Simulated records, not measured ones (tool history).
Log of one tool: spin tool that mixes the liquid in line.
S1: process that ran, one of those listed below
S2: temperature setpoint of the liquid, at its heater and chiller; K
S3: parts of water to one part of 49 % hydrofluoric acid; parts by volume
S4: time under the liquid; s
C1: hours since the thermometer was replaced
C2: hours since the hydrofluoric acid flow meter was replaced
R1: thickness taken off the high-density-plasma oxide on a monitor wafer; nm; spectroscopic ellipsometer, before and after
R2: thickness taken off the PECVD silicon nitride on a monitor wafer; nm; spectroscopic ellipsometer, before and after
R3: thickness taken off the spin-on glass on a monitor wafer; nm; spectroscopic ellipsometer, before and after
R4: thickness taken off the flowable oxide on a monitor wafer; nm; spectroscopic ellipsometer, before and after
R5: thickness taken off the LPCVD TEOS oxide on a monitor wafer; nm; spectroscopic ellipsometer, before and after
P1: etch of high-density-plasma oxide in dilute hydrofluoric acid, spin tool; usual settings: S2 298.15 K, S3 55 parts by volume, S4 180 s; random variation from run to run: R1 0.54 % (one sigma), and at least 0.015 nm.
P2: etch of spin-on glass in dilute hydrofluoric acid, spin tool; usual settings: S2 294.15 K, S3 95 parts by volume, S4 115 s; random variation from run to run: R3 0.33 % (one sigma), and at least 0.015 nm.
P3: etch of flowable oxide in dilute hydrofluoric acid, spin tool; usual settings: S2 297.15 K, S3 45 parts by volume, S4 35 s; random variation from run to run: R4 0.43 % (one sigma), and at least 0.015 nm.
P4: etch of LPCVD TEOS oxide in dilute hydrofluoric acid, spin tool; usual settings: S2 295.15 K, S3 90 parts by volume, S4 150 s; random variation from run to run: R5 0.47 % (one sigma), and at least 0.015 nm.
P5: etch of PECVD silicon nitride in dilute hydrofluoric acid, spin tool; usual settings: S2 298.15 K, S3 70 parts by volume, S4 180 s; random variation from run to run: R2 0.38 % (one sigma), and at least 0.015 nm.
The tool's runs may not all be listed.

run    day  S1      S2   S3   S4     C1     C2       R1       R2      R3      R4      R5
  1  0.171  P1  298.15   55  180  664.4  475.4  18.5910
  2  0.325  P5  298.15   70  180  668.1  479.1            7.0471
  3  0.471  P5  305.15   70  180  671.6  482.6           11.1130
  4  0.617  P1  298.15   20  180  675.1  486.1  53.6740
  5  0.779  P2  294.15   95  115  679.0  490.0                    50.058
  6  0.896  P3  297.15   75   35  681.8  492.8                            20.356
  7  1.050  P3  297.15   45   35  685.5  496.5                            35.465
  8  1.208  P3  297.15   45   50  689.3  500.3                            50.370
  9  1.392  P5  298.15   35  180  693.7  504.7           13.8290
 10  1.517  P4  295.15   90  270  696.7  507.7                                    46.067
 11  1.675  P4  290.15   90  150  700.5  511.5                                    20.912
 12  1.804  P2  294.15  140  115  703.6  514.6                    32.219
 13  1.954  P4  295.15   90  150  707.2  518.2                                    25.623
 14  2.179  P1  298.15   90  180  712.6  523.6  10.7880
 15  2.296  P4  295.15  155  150  715.4  526.4                                    13.812
 16  2.429  P1  306.15   55  180  718.6  529.6  25.4150
 17  2.596  P1  298.15   55  180  722.6  533.6  18.5150
 18  2.746  P1  298.15   55   45  726.2  537.2   4.6593
 19  2.879  P5  298.15   70   40  729.4  540.4            1.5473
 20  2.996  P2  290.15   95  115  732.2  543.2                    42.167
 21  3.100  P2  294.15   95  115  734.7  545.7                    49.813
 22  3.267  P3  290.15   45   35  738.7  549.7                            26.445
 23  3.375  P1  298.15   55  305  741.3  552.3  31.1390
 24  3.596  P3  297.15   45   35  746.6  557.6                            35.444
 25  3.812  P4  295.15   90  150  751.8  562.8                                    25.537
 26  3.954  P1  298.15   55  180  755.2  566.2  18.4840
 27  4.142  P2  294.15   95   50  759.7  570.7                    21.649
 28  4.304  P1  298.15   55  180  763.6  574.6  18.3780
 29  4.421  P1  298.15   55  180  766.4  577.4  18.4320
 30  4.638  P1  302.65   20  180  771.6  582.6  64.3080
 31  4.858  P1  291.15   55  180  776.9  587.9  13.7640
 32  5.054  P1  298.15   55  180  781.6  592.6  18.5470
 33  5.275  P1  298.15   55  180  786.9  597.9  17.1750
 34  5.496  P1  298.15   55  180  792.2  603.2  16.9400
 35  5.617  P1  298.15   55  180  795.1  606.1  16.9980
 36  5.721  P1  298.15   55  180  797.6  608.6  16.6940
 37  5.854  P1  298.15   55  180  800.8  611.8  16.6940
 38  5.962  P1  298.15   55  180  803.4  614.4  16.6800

What P1 gives has crept away from where it was. These 2 causes fit the log equally well, each at the size given:
A: liquid colder than its thermometer reads (K) = 2.41
B: hydrofluoric acid flow below the setpoint (%) = 8.77
The creep began at about day 5.054.

4 check runs are offered, one wafer each, their results left as question marks. Which one tells the causes apart?
check 1  6.071  P2  294.15  95  115                   ?
check 2  6.071  P5  298.15  70  180               ?
check 3  6.071  P4  295.15  90  150                           ?
check 4  6.071  P3  297.15  45   35                       ?

What each check would give under each cause:
  check  result    if A    if B
check 1      R3  45.094  44.971
check 2      R2  5.9850  6.4234
check 3      R5  23.185  23.115
check 4      R4  32.018  32.111
How far apart the two closest causes lie, in the result that separates them most: check 1 0.27 %; check 2 7.07 %; check 3 0.3 %; check 4 0.29 %
Only check 2 tells the causes apart: in the others they would give nearly the same result.

Check 2 was then run and gave: R2 5.9569 nm. Which cause is it?

It is A: liquid colder than its thermometer reads (K).
